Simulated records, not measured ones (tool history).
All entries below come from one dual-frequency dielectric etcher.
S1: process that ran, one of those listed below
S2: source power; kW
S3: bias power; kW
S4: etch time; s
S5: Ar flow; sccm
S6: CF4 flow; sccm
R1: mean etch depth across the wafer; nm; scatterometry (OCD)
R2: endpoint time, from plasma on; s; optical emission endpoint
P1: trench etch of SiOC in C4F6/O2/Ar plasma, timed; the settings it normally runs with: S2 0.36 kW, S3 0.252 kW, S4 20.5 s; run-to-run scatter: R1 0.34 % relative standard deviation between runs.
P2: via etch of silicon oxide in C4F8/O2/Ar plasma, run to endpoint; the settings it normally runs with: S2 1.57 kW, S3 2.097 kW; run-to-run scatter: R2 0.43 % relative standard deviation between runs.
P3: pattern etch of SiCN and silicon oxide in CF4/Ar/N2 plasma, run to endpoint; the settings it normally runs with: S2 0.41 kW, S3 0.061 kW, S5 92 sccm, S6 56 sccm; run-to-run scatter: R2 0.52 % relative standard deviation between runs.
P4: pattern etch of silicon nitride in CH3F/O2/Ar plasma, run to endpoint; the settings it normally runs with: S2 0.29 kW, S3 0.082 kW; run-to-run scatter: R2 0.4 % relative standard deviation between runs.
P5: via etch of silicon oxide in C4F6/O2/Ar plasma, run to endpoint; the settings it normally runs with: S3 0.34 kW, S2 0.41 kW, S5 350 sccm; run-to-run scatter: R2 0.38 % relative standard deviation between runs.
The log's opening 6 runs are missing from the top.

run	hour	S1	S2	S3	S4	S5	S6	R1	R2
7	91.3	P1	0.36	0.252	20.5			46.038	
8	101.9	P2	1.57	2.097					413.6
9	116.8	P1	0.36	0.252	20.5			46.245	
10	128.5	P5	0.41	0.34		350			38.458
11	141.7	P5	0.41	0.34		350			39.032
12	155.6	P4	0.2	0.082					62.117
13	165.8	P1	0.26	0.252	20.5			40.936	
14	180.6	P2	1.57	1.476					455.15
# hour 187.2: source power generator calibrated
15	191.6	P5	0.41	0.474		350			34.243
16	205.1	P5	0.49	0.34		350			36.228
17	213.9	P1	0.43	0.252	30			71.993	
18	227.5	P4	0.29	0.082					53.937
19	239.9	P3	0.31	0.061		92	56		27.068
20	253.1	P4	0.29	0.082					53.717
21	264.8	P3	0.41	0.084		92	56		19.057
22	279.5	P5	0.41	0.34		216			36.883

Run 23 has not been measured yet. What should we expect?
23	289.8	P3	0.41	0.061		92	56		?

{"run 23": {"R2": 21.166}}
